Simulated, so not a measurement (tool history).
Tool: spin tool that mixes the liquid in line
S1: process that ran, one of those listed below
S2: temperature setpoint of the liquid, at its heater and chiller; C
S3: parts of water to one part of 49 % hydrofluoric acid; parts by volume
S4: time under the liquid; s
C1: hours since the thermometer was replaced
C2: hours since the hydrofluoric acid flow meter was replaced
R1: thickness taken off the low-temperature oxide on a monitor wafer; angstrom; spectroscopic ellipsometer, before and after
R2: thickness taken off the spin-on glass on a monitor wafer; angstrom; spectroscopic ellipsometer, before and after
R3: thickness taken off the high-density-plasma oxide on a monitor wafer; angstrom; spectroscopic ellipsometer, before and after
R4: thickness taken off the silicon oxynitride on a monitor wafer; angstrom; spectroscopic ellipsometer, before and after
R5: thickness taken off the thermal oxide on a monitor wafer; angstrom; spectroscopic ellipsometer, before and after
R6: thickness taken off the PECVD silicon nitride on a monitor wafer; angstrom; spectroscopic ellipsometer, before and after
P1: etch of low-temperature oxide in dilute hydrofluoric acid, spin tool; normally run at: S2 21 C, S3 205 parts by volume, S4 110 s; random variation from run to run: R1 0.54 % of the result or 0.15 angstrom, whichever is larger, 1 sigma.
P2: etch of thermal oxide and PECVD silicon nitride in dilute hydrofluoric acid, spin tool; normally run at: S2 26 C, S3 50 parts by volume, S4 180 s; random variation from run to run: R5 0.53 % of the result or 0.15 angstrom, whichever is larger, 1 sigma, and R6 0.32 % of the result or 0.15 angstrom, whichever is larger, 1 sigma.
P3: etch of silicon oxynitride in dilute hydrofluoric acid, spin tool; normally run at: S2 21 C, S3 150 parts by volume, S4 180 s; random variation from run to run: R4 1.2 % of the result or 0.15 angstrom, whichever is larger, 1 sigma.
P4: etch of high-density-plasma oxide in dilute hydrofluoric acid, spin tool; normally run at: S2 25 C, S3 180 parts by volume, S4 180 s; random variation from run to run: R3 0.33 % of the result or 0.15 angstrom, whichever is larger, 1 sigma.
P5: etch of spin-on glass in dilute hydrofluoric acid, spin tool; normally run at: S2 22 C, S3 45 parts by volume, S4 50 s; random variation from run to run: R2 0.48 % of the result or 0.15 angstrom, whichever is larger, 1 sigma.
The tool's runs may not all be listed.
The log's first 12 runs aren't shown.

{"run": 13, "hour": 168.4, "S1": "P1", "S2": 26.5, "S3": 205, "S4": 70, "C1": 1356.2, "C2": 661.9, "R1": 81.105}
{"run": 14, "hour": 186.0, "S1": "P1", "S2": 21, "S3": 205, "S4": 190, "C1": 1373.8, "C2": 679.5, "R1": 181.19}
{"run": 15, "hour": 201.5, "S1": "P3", "S2": 21, "S3": 150, "S4": 35, "C1": 1389.3, "C2": 695, "R4": 3.2913}
{"run": 16, "hour": 214.3, "S1": "P2", "S2": 26, "S3": 90, "S4": 180, "C1": 1402.1, "C2": 707.8, "R5": 99.148, "R6": 63.399}
{"run": 17, "hour": 231.1, "S1": "P1", "S2": 21, "S3": 205, "S4": 110, "C1": 1418.9, "C2": 724.6, "R1": 103.49}
{"run": 18, "hour": 243.5, "S1": "P5", "S2": 30, "S3": 45, "S4": 50, "C1": 1431.3, "C2": 737, "R2": 385.96}
{"run": 19, "hour": 262.2, "S1": "P1", "S2": 17, "S3": 205, "S4": 110, "C1": 1450, "C2": 755.7, "R1": 87.705}
{"run": 20, "hour": 271.8, "S1": "P1", "S2": 21, "S3": 205, "S4": 15, "C1": 1459.6, "C2": 765.3, "R1": 14}
{"run": 21, "hour": 288.0, "S1": "P1", "S2": 21, "S3": 205, "S4": 110, "C1": 1475.8, "C2": 781.5, "R1": 102.3}
{"hour": 294.3, "done": "hydrofluoric acid flow meter replaced"}
{"run": 22, "hour": 298.9, "S1": "P1", "S2": 21, "S3": 305, "S4": 110, "C1": 1486.7, "C2": 4.7, "R1": 62.955}
{"run": 23, "hour": 317.6, "S1": "P1", "S2": 17, "S3": 205, "S4": 20, "C1": 1505.4, "C2": 23.4, "R1": 16.006}
{"run": 24, "hour": 329.5, "S1": "P5", "S2": 22, "S3": 45, "S4": 50, "C1": 1517.3, "C2": 35.3, "R2": 276.62}
{"run": 25, "hour": 347.8, "S1": "P5", "S2": 22, "S3": 45, "S4": 15, "C1": 1535.6, "C2": 53.6, "R2": 82.713}
{"run": 26, "hour": 363.3, "S1": "P2", "S2": 26, "S3": 50, "S4": 180, "C1": 1551.1, "C2": 69.1, "R5": 190.53, "R6": 112.24}
{"run": 27, "hour": 380.1, "S1": "P3", "S2": 21, "S3": 270, "S4": 180, "C1": 1567.9, "C2": 85.9, "R4": 8.9453}
{"run": 28, "hour": 391.0, "S1": "P4", "S2": 25, "S3": 180, "S4": 355, "C1": 1578.8, "C2": 96.8, "R3": 153.8}
{"run": 29, "hour": 402.8, "S1": "P5", "S2": 22, "S3": 45, "S4": 50, "C1": 1590.6, "C2": 108.6, "R2": 276.32}
{"run": 30, "hour": 412.0, "S1": "P4", "S2": 25, "S3": 180, "S4": 180, "C1": 1599.8, "C2": 117.8, "R3": 78.212}
{"run": 31, "hour": 426.9, "S1": "P2", "S2": 26, "S3": 50, "S4": 290, "C1": 1614.7, "C2": 132.7, "R5": 307.26, "R6": 183.35}
{"run": 32, "hour": 436.7, "S1": "P1", "S2": 21, "S3": 205, "S4": 110, "C1": 1624.5, "C2": 142.5, "R1": 103.82}
{"run": 33, "hour": 455.4, "S1": "P1", "S2": 21, "S3": 205, "S4": 110, "C1": 1643.2, "C2": 161.2, "R1": 107.52}
{"run": 34, "hour": 467.9, "S1": "P1", "S2": 21, "S3": 205, "S4": 110, "C1": 1655.7, "C2": 173.7, "R1": 109.99}
{"run": 35, "hour": 480.7, "S1": "P1", "S2": 21, "S3": 205, "S4": 110, "C1": 1668.5, "C2": 186.5, "R1": 110.49}

Run 36 comes next. What will it give?
{"run": 36, "hour": 490.3, "S1": "P1", "S2": 21, "S3": 205, "S4": 110, "C1": 1678.1, "C2": 196.1, "R1": "?"}

R1: 109 angstrom

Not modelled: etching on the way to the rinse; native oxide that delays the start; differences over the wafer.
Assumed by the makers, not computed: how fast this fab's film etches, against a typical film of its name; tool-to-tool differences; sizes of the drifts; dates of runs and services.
